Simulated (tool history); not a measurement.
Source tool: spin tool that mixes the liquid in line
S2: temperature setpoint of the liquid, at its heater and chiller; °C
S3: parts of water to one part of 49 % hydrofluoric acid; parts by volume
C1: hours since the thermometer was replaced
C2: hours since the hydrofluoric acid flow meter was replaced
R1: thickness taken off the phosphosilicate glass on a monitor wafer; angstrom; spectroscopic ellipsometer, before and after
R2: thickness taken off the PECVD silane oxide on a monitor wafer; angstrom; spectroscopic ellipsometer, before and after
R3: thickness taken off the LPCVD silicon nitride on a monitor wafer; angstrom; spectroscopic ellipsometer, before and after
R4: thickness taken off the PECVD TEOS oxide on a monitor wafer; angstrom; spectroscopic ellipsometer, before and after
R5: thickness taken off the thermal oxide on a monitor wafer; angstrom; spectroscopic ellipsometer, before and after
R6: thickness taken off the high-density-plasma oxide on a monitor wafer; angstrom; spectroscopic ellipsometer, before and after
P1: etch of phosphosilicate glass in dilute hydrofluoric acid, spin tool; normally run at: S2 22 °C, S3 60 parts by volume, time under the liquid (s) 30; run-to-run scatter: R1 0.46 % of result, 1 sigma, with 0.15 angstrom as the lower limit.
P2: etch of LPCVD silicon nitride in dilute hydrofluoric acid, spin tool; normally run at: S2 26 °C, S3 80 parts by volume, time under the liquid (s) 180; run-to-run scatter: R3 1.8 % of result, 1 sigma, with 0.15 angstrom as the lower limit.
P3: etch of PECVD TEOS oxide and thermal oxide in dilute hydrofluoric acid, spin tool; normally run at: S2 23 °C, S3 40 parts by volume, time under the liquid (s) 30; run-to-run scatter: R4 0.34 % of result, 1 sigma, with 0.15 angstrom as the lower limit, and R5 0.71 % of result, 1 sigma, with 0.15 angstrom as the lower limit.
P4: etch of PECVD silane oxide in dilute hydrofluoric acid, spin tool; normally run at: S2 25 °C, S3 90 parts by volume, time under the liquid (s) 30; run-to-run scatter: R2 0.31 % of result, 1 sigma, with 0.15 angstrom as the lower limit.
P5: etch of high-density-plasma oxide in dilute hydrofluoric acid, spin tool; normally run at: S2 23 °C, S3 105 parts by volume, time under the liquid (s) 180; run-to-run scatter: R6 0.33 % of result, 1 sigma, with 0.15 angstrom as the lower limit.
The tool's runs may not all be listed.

{"run": 1, "hour": 16.4, "process that ran": "P1", "S2": 22, "S3": 60, "time under the liquid (s)": 30, "C1": 855.4, "C2": 778.4, "R1": 882.72}
{"run": 2, "hour": 32.7, "process that ran": "P4", "S2": 17.5, "S3": 90, "time under the liquid (s)": 30, "C1": 871.7, "C2": 794.7, "R2": 56.609}
{"run": 3, "hour": 44.1, "process that ran": "P1", "S2": 22, "S3": 60, "time under the liquid (s)": 30, "C1": 883.1, "C2": 806.1, "R1": 875.24}
{"run": 4, "hour": 55.6, "process that ran": "P2", "S2": 26, "S3": 80, "time under the liquid (s)": 180, "C1": 894.6, "C2": 817.6, "R3": 11.906}
{"run": 5, "hour": 68.8, "process that ran": "P1", "S2": 30, "S3": 60, "time under the liquid (s)": 30, "C1": 907.8, "C2": 830.8, "R1": 1212}
{"run": 6, "hour": 82.8, "process that ran": "P3", "S2": 23, "S3": 40, "time under the liquid (s)": 30, "C1": 921.8, "C2": 844.8, "R4": 125.38, "R5": 37.666}
{"run": 7, "hour": 99.3, "process that ran": "P1", "S2": 22, "S3": 110, "time under the liquid (s)": 50, "C1": 938.3, "C2": 861.3, "R1": 753.01}
{"run": 8, "hour": 111.1, "process that ran": "P1", "S2": 22, "S3": 60, "time under the liquid (s)": 45, "C1": 950.1, "C2": 873.1, "R1": 1316.7}
{"run": 9, "hour": 125.2, "process that ran": "P3", "S2": 23, "S3": 65, "time under the liquid (s)": 30, "C1": 964.2, "C2": 887.2, "R4": 75.048, "R5": 22.458}
{"run": 10, "hour": 143.9, "process that ran": "P5", "S2": 23, "S3": 105, "time under the liquid (s)": 20, "C1": 982.9, "C2": 905.9, "R6": 9.0772}
{"run": 11, "hour": 162.6, "process that ran": "P4", "S2": 25, "S3": 90, "time under the liquid (s)": 30, "C1": 1001.6, "C2": 924.6, "R2": 77.054}
{"run": 12, "hour": 173.1, "process that ran": "P1", "S2": 22, "S3": 60, "time under the liquid (s)": 30, "C1": 1012.1, "C2": 935.1, "R1": 881.18}
{"run": 13, "hour": 181.8, "process that ran": "P1", "S2": 22, "S3": 60, "time under the liquid (s)": 30, "C1": 1020.8, "C2": 943.8, "R1": 876.81}
{"run": 14, "hour": 191.0, "process that ran": "P5", "S2": 23, "S3": 105, "time under the liquid (s)": 180, "C1": 1030, "C2": 953, "R6": 81.758}
{"run": 15, "hour": 199.7, "process that ran": "P1", "S2": 22, "S3": 35, "time under the liquid (s)": 30, "C1": 1038.7, "C2": 961.7, "R1": 1563.3}
{"run": 16, "hour": 215.5, "process that ran": "P4", "S2": 25, "S3": 90, "time under the liquid (s)": 15, "C1": 1054.5, "C2": 977.5, "R2": 38.365}
{"run": 17, "hour": 233.0, "process that ran": "P5", "S2": 23, "S3": 175, "time under the liquid (s)": 180, "C1": 1072, "C2": 995, "R6": 45.331}
{"run": 18, "hour": 243.0, "process that ran": "P5", "S2": 23, "S3": 105, "time under the liquid (s)": 180, "C1": 1082, "C2": 1005, "R6": 81.972}
{"run": 19, "hour": 252.0, "process that ran": "P1", "S2": 22, "S3": 100, "time under the liquid (s)": 30, "C1": 1091, "C2": 1014, "R1": 505.75}
{"run": 20, "hour": 261.7, "process that ran": "P3", "S2": 23, "S3": 40, "time under the liquid (s)": 15, "C1": 1100.7, "C2": 1023.7, "R4": 62.57, "R5": 18.883}
{"run": 21, "hour": 272.3, "process that ran": "P5", "S2": 17, "S3": 105, "time under the liquid (s)": 180, "C1": 1111.3, "C2": 1034.3, "R6": 63.964}
{"run": 22, "hour": 285.1, "process that ran": "P3", "S2": 27.5, "S3": 40, "time under the liquid (s)": 30, "C1": 1124.1, "C2": 1047.1, "R4": 152.18, "R5": 45.499}
{"run": 23, "hour": 296.8, "process that ran": "P1", "S2": 22, "S3": 60, "time under the liquid (s)": 30, "C1": 1135.8, "C2": 1058.8, "R1": 877.66}
{"run": 24, "hour": 313.5, "process that ran": "P4", "S2": 25, "S3": 35, "time under the liquid (s)": 30, "C1": 1152.5, "C2": 1075.5, "R2": 214}
{"hour": 315.9, "done": "hydrofluoric acid flow meter replaced"}
{"run": 25, "hour": 331.9, "process that ran": "P2", "S2": 19.5, "S3": 80, "time under the liquid (s)": 180, "C1": 1170.9, "C2": 16, "R3": 7.7377}
{"run": 26, "hour": 346.0, "process that ran": "P1", "S2": 22, "S3": 35, "time under the liquid (s)": 50, "C1": 1185, "C2": 30.1, "R1": 2607.5}
{"run": 27, "hour": 360.2, "process that ran": "P1", "S2": 17.5, "S3": 60, "time under the liquid (s)": 30, "C1": 1199.2, "C2": 44.3, "R1": 736.39}
{"run": 28, "hour": 378.0, "process that ran": "P2", "S2": 26, "S3": 80, "time under the liquid (s)": 285, "C1": 1217, "C2": 62.1, "R3": 18.516}
{"run": 29, "hour": 394.1, "process that ran": "P1", "S2": 22, "S3": 60, "time under the liquid (s)": 15, "C1": 1233.1, "C2": 78.2, "R1": 438.07}
{"run": 30, "hour": 405.9, "process that ran": "P2", "S2": 26, "S3": 50, "time under the liquid (s)": 180, "C1": 1244.9, "C2": 90, "R3": 18.852}
{"run": 31, "hour": 423.7, "process that ran": "P4", "S2": 25, "S3": 90, "time under the liquid (s)": 30, "C1": 1262.7, "C2": 107.8, "R2": 77}
{"run": 32, "hour": 441.9, "process that ran": "P1", "S2": 22, "S3": 60, "time under the liquid (s)": 30, "C1": 1280.9, "C2": 126, "R1": 878.6}
{"run": 33, "hour": 459.0, "process that ran": "P1", "S2": 22, "S3": 60, "time under the liquid (s)": 30, "C1": 1298, "C2": 143.1, "R1": 835.98}
{"run": 34, "hour": 471.3, "process that ran": "P1", "S2": 22, "S3": 60, "time under the liquid (s)": 30, "C1": 1310.3, "C2": 155.4, "R1": 823.22}
{"run": 35, "hour": 486.4, "process that ran": "P1", "S2": 22, "S3": 60, "time under the liquid (s)": 30, "C1": 1325.4, "C2": 170.5, "R1": 801.98}
{"run": 36, "hour": 503.8, "process that ran": "P1", "S2": 22, "S3": 60, "time under the liquid (s)": 30, "C1": 1342.8, "C2": 187.9, "R1": 806.74}
{"run": 37, "hour": 517.3, "process that ran": "P1", "S2": 22, "S3": 60, "time under the liquid (s)": 30, "C1": 1356.3, "C2": 201.4, "R1": 798.97}
{"run": 38, "hour": 531.7, "process that ran": "P1", "S2": 22, "S3": 60, "time under the liquid (s)": 30, "C1": 1370.7, "C2": 215.8, "R1": 800.78}

P1 no longer gives what it gave before; its output has crept away from where it was. The following 2 causes, each at its listed size, fit the log equally well:
A: liquid colder than its thermometer reads (K) = 2.34
B: hydrofluoric acid flow below the setpoint (%) = 8.7
The drift started at roughly hour 441.9.

Each of the check runs listed below is run on 5 wafers and reports their average, with the results left as question marks. Pick the one under which the possible causes would lead to clearly different results.
{"run": "check 1", "hour": 546.1, "process that ran": "P5", "S2": 17, "S3": 105, "time under the liquid (s)": 40, "R6": "?"}
{"run": "check 2", "hour": 546.1, "process that ran": "P2", "S2": 22.5, "S3": 55, "time under the liquid (s)": 180, "R3": "?"}
{"run": "check 3", "hour": 546.1, "process that ran": "P3", "S2": 23, "S3": 65, "time under the liquid (s)": 30, "R4": "?", "R5": "?"}
{"run": "check 4", "hour": 546.1, "process that ran": "P4", "S2": 17.5, "S3": 90, "time under the liquid (s)": 15, "R2": "?"}

Outcome of each check run for each possible cause:
check=check_1 result=R6 if_A=12.877 if_B=12.853
check=check_2 result=R3 if_A=11.34 if_B=12.182
check=check_3 result=R4 if_A=67.944 if_B=67.817
check=check_3 result=R5 if_A=20.417 if_B=20.379
check=check_4 result=R2 if_A=25.655 if_B=25.647
Per-check spread between the two closest causes, in the result where they differ most: check 1 0.18 %; check 2 7.16 %; check 3 0.19 %; check 4 0.03 %
Only in check 2 would the causes give clearly different results; in the remaining checks their results would be nearly the same.

The results of check 2 are: R3 12.196 angstrom. Based on these, which of the listed causes is it?

It is B: hydrofluoric acid flow below the setpoint (%).
